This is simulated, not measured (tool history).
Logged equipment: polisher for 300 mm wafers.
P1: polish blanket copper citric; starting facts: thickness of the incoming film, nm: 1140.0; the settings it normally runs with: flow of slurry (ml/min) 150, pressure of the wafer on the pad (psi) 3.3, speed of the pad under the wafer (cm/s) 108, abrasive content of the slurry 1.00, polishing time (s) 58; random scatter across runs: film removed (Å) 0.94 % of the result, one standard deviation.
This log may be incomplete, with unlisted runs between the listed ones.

run	hour	flow of slurry (ml/min)	pressure of the wafer on the pad (psi)	speed of the pad under the wafer (cm/s)	abrasive content of the slurry	polishing time (s)	wafers polished on this pad	hours since the slurry nozzle was cleaned	hours since the head pressure was calibrated	hours since the slurry blender was calibrated	film removed (Å)
1	13.9	150	3.3	108	1.00	58	314	462.5	558.3	191.1	1681.70
2	26.7	150	1.5	108	1.00	58	397	475.3	571.1	203.9	804.46
3	39.7	90	3.3	108	1.00	58	482	488.3	584.1	216.9	1523.20
4	47.8	150	3.3	108	1.00	91	534	496.4	592.2	225.0	2638.30
5	62.1	150	3.3	170	1.00	58	627	510.7	606.5	239.3	2684.70
6	70.5	150	3.3	108	0.65	58	681	519.1	614.9	247.7	1566.60
7	82.2	150	3.3	52	1.35	58	757	530.8	626.6	259.4	903.46
8	90.0	150	3.3	108	1.00	58	808	538.6	634.4	267.2	1721.40
9	100.7	150	3.3	108	1.00	58	877	549.3	645.1	277.9	1713.80
10	107.8	150	5.2	108	1.00	58	923	556.4	652.2	285.0	2654.60
11	120.0	150	3.3	108	1.00	58	1002	568.6	664.4	297.2	1686.10
12	131.5	220	3.3	108	0.55	58	1077	580.1	675.9	308.7	1611.70
# hour 140.0: slurry blender recalibrated
13	141.8	150	3.3	108	1.00	38	1144	590.4	686.2	1.9	1112.90
14	152.9	150	3.3	108	1.00	58	1216	601.5	697.3	13.0	1701.90
15	165.2	150	3.3	66	1.00	58	1295	613.8	709.6	25.3	1043.80
16	172.3	150	3.3	108	1.35	58	1341	620.9	716.7	32.4	1803.70
17	183.6	195	3.3	108	1.00	58	1415	632.2	728.0	43.7	1744.20

Run 18, settings as shown, results not yet in. Your forecast:
18	195.4	150	3.3	108	1.00	58	1491	644.0	739.8	55.5	?

film removed (Å): 1686.90
